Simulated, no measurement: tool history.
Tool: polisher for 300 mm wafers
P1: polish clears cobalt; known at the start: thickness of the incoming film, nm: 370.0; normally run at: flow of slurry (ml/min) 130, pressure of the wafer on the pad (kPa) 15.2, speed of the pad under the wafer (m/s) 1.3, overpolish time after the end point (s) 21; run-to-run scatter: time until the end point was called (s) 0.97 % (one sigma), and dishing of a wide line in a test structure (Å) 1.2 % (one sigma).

run,hour,flow of slurry (ml/min),pressure of the wafer on the pad (kPa),speed of the pad under the wafer (m/s),overpolish time after the end point (s),wafers polished on this pad,hours since the slurry nozzle was cleaned,hours since the head pressure was calibrated,time until the end point was called (s),dishing of a wide line in a test structure (Å)
1,6.3,130,15.2,1.3,21,147,226.1,215.2,44.977,661.26
2,11.6,130,15.2,1.3,42,194,231.4,220.5,44.937,705.39
3,16.4,130,6.9,1.3,21,236,236.2,225.3,98.176,476.2
4,24.3,130,15.2,1.3,21,306,244.1,233.2,44.99,651.02
5,29.7,130,15.2,1.3,21,353,249.5,238.6,44.794,663.49
6,36.8,130,15.2,1.3,21,416,256.6,245.7,44.818,652.33
7,44.1,130,15.2,1.3,6,480,263.9,253,44.126,352.2
8,50.4,130,15.2,1.3,21,536,270.2,259.3,44.904,649.04
9,59.1,130,15.2,2,21,613,278.9,268,29.038,690.15
10,64,130,15.2,0.76,21,656,283.8,272.9,76.762,536.17
11,69.3,80,15.2,1.3,21,703,289.1,278.2,50.087,633.92
12,73.9,130,15.2,1.3,21,743,293.7,282.8,44.332,648.81
13,78.1,200,15.2,1.3,21,780,297.9,287,41.956,644
14,86.1,195,23.4,1.3,21,851,305.9,295,26.54,707.27
15,94,130,24.1,1.3,21,921,313.8,302.9,28.309,697.2
16,99.4,130,15.2,0.66,10,968,319.2,308.3,87.873,316.35
17,108.1,130,15.2,1.3,21,1045,327.9,317,44.394,636.9
18,114.5,130,15.2,1.3,21,1102,334.3,323.4,45.874,636.88
19,123.2,130,15.2,1.3,21,1178,343,332.1,47.671,635.76
20,127.4,130,15.2,1.3,21,1215,347.2,336.3,48.221,643.42
# hour 132.1: head pressure recalibrated
21,132.2,130,15.2,1.3,21,1258,352,0.1,48.578,621.58

Forecast run 22:
22,137.8,130,15.2,1.3,21,1307,357.6,5.7,?,?

Run 22 gave time until the end point was called (s) 49.706, dishing of a wide line in a test structure (Å) 638.09.

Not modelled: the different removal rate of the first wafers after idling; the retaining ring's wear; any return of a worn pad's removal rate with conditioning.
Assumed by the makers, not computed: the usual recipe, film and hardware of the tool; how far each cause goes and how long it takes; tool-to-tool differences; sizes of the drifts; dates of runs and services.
